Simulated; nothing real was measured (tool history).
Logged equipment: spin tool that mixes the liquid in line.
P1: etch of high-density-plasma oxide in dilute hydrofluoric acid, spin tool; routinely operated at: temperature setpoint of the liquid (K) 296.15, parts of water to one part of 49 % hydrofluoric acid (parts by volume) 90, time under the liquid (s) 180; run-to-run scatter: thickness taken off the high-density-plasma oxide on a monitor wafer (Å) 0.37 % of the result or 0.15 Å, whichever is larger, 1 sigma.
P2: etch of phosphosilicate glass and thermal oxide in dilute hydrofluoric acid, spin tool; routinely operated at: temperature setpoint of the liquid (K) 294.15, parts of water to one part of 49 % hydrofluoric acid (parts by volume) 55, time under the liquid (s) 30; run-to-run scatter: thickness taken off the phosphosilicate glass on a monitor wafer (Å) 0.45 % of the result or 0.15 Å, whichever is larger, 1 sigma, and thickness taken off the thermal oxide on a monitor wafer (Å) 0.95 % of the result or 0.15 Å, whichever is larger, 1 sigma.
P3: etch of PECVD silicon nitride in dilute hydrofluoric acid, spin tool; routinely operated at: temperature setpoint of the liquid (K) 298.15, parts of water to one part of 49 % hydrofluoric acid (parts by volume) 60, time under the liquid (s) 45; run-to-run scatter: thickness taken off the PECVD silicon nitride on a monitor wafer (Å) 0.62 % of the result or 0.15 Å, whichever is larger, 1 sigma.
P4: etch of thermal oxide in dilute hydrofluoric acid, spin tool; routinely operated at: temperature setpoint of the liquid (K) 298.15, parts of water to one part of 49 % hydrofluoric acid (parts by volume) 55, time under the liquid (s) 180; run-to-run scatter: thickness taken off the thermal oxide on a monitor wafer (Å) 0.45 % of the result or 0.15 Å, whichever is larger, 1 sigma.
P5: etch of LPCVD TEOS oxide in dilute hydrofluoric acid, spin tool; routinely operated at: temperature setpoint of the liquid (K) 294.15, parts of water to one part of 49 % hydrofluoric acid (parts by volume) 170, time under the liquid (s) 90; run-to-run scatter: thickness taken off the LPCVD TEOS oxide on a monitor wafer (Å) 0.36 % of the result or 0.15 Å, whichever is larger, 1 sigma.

| run | hour | process that ran | temperature setpoint of the liquid (K) | parts of water to one part of 49 % hydrofluoric acid (parts by volume) | time under the liquid (s) | hours since the thermometer was replaced | hours since the hydrofluoric acid flow meter was replaced | thickness taken off the high-density-plasma oxide on a monitor wafer (Å) | thickness taken off the PECVD silicon nitride on a monitor wafer (Å) | thickness taken off the LPCVD TEOS oxide on a monitor wafer (Å) | thickness taken off the thermal oxide on a monitor wafer (Å) | thickness taken off the phosphosilicate glass on a monitor wafer (Å) |
|---|---|---|---|---|---|---|---|---|---|---|---|---|
| 1 | 6.4 | P1 | 296.15 | 90 | 180 | 1999.8 | 448.1 | 96.469 |  |  |  |  |
| 2 | 11.7 | P3 | 298.15 | 60 | 45 | 2005.1 | 453.4 |  | 43.576 |  |  |  |
| 3 | 18.7 | P1 | 296.15 | 150 | 330 | 2012.1 | 460.4 | 98.681 |  |  |  |  |
| 4 | 24.5 | P1 | 302.15 | 90 | 180 | 2017.9 | 466.2 | 122.570 |  |  |  |  |
| 5 | 32.2 | P5 | 290.15 | 170 | 90 | 2025.6 | 473.9 |  |  | 205.75 |  |  |
| 6 | 36.7 | P4 | 298.15 | 55 | 180 | 2030.1 | 478.4 |  |  |  | 166.190 |  |
| 7 | 42.2 | P4 | 291.15 | 55 | 180 | 2035.6 | 483.9 |  |  |  | 124.440 |  |
| 8 | 49.0 | P5 | 294.15 | 170 | 175 | 2042.4 | 490.7 |  |  | 468.81 |  |  |
| 9 | 56.5 | P5 | 294.15 | 105 | 90 | 2049.9 | 498.2 |  |  | 418.23 |  |  |
| 10 | 64.0 | P1 | 296.15 | 125 | 180 | 2057.4 | 505.7 | 67.401 |  |  |  |  |
| 11 | 70.2 | P3 | 298.15 | 60 | 15 | 2063.6 | 511.9 |  | 14.607 |  |  |  |
| 12 | 77.7 | P1 | 296.15 | 90 | 180 | 2071.1 | 519.4 | 97.250 |  |  |  |  |
| 13 | 83.3 | P1 | 296.15 | 40 | 180 | 2076.7 | 525.0 | 231.490 |  |  |  |  |
| 14 | 89.9 | P3 | 305.65 | 60 | 45 | 2083.3 | 531.6 |  | 69.295 |  |  |  |
| 15 | 94.6 | P5 | 294.15 | 170 | 90 | 2088.0 | 536.3 |  |  | 239.57 |  |  |
| 16 | 98.8 | P4 | 298.15 | 55 | 295 | 2092.2 | 540.5 |  |  |  | 272.180 |  |
| 17 | 105.6 | P2 | 294.15 | 105 | 30 | 2099.0 | 547.3 |  |  |  | 11.446 | 200.89 |
| 18 | 111.6 | P3 | 298.15 | 30 | 45 | 2105.0 | 553.3 |  | 85.920 |  |  |  |
| 19 | 116.1 | P2 | 294.15 | 55 | 30 | 2109.5 | 557.8 |  |  |  | 23.695 | 405.90 |
| 20 | 123.6 | P1 | 296.15 | 90 | 260 | 2117.0 | 565.3 | 139.100 |  |  |  |  |
|  | 124.4 | thermometer replaced |
| 21 | 127.3 | P2 | 294.15 | 55 | 30 | 2.9 | 569.0 |  |  |  | 22.838 | 407.65 |
| 22 | 131.3 | P1 | 296.15 | 90 | 180 | 6.9 | 573.0 | 97.670 |  |  |  |  |
| 23 | 136.8 | P1 | 296.15 | 90 | 45 | 12.4 | 578.5 | 24.404 |  |  |  |  |
| 24 | 141.7 | P1 | 296.15 | 90 | 180 | 17.3 | 583.4 | 97.195 |  |  |  |  |
| 25 | 148.2 | P1 | 291.65 | 90 | 180 | 23.8 | 589.9 | 80.153 |  |  |  |  |
| 26 | 155.9 | P2 | 294.15 | 55 | 15 | 31.5 | 597.6 |  |  |  | 11.610 | 203.89 |
| 27 | 163.3 | P1 | 290.15 | 125 | 180 | 38.9 | 605.0 | 52.531 |  |  |  |  |
| 28 | 169.3 | P4 | 298.15 | 105 | 180 | 44.9 | 611.0 |  |  |  | 81.720 |  |
| 29 | 174.3 | P4 | 298.15 | 55 | 180 | 49.9 | 616.0 |  |  |  | 166.750 |  |
| 30 | 180.9 | P1 | 296.15 | 135 | 100 | 56.5 | 622.6 | 34.156 |  |  |  |  |
| 31 | 186.2 | P2 | 290.15 | 55 | 30 | 61.8 | 627.9 |  |  |  | 19.795 | 342.31 |
| 32 | 191.4 | P5 | 294.15 | 170 | 90 | 67.0 | 633.1 |  |  | 238.86 |  |  |
| 33 | 196.6 | P1 | 296.15 | 90 | 180 | 72.2 | 638.3 | 96.416 |  |  |  |  |
| 34 | 201.2 | P1 | 296.15 | 90 | 180 | 76.8 | 642.9 | 99.441 |  |  |  |  |
| 35 | 209.1 | P1 | 296.15 | 90 | 180 | 84.7 | 650.8 | 102.290 |  |  |  |  |
| 36 | 217.2 | P1 | 296.15 | 90 | 180 | 92.8 | 658.9 | 103.220 |  |  |  |  |
| 37 | 221.1 | P1 | 296.15 | 90 | 180 | 96.7 | 662.8 | 103.410 |  |  |  |  |
| 38 | 228.8 | P1 | 296.15 | 90 | 180 | 104.4 | 670.5 | 104.060 |  |  |  |  |
| 39 | 236.6 | P1 | 296.15 | 90 | 180 | 112.2 | 678.3 | 104.030 |  |  |  |  |
| 40 | 240.8 | P1 | 296.15 | 90 | 180 | 116.4 | 682.5 | 104.120 |  |  |  |  |
| 41 | 246.3 | P1 | 296.15 | 90 | 180 | 121.9 | 688.0 | 104.540 |  |  |  |  |
| 42 | 251.8 | P1 | 296.15 | 90 | 180 | 127.4 | 693.5 | 104.890 |  |  |  |  |

Something has made what P1 gives creep away from where it was; the 2 causes below, each at its own stated size, fit the log equally well:
A: hydrofluoric acid flow above the setpoint (%) = 7.3
B: liquid hotter than its thermometer reads (K) = 1.96
The gradual shift began around hour 196.6.

The list below offers 4 check runs, each averaging the results of 2 wafers, and shows each result as a question mark. For which of them would the listed causes give clearly different results?
| check 1 | 257.3 | P5 | 291.15 | 170 | 90 |  |  |  |  | ? |  |  |
| check 2 | 257.3 | P2 | 290.15 | 90 | 30 |  |  |  |  |  | ? | ? |
| check 3 | 257.3 | P4 | 298.15 | 80 | 295 |  |  |  |  |  | ? |  |
| check 4 | 257.3 | P3 | 298.15 | 60 | 15 |  |  |  | ? |  |  |  |

How each check would come out, cause by cause:
| check | result | if A | if B |
|---|---|---|---|
| check 1 | thickness taken off the LPCVD TEOS oxide on a monitor wafer (Å) | 231.43 | 230.53 |
| check 2 | thickness taken off the thermal oxide on a monitor wafer (Å) | 12.541 | 12.611 |
| check 2 | thickness taken off the phosphosilicate glass on a monitor wafer (Å) | 217.90 | 219.11 |
| check 3 | thickness taken off the thermal oxide on a monitor wafer (Å) | 196.090 | 196.080 |
| check 4 | thickness taken off the PECVD silicon nitride on a monitor wafer (Å) | 15.464 | 16.426 |
Smallest distance between any two causes, each pair judged by its most separating result, in per cent: check 1 0.39 %; check 2 0.56 %; check 3 0 %; check 4 6.04 %
Only in check 4 would the causes give clearly different results; in the remaining checks their results would be nearly the same.

Check 4 was carried out, with these results: thickness taken off the PECVD silicon nitride on a monitor wafer (Å) 15.444. Which of the listed causes is responsible?

A is the cause: hydrofluoric acid flow above the setpoint (%).
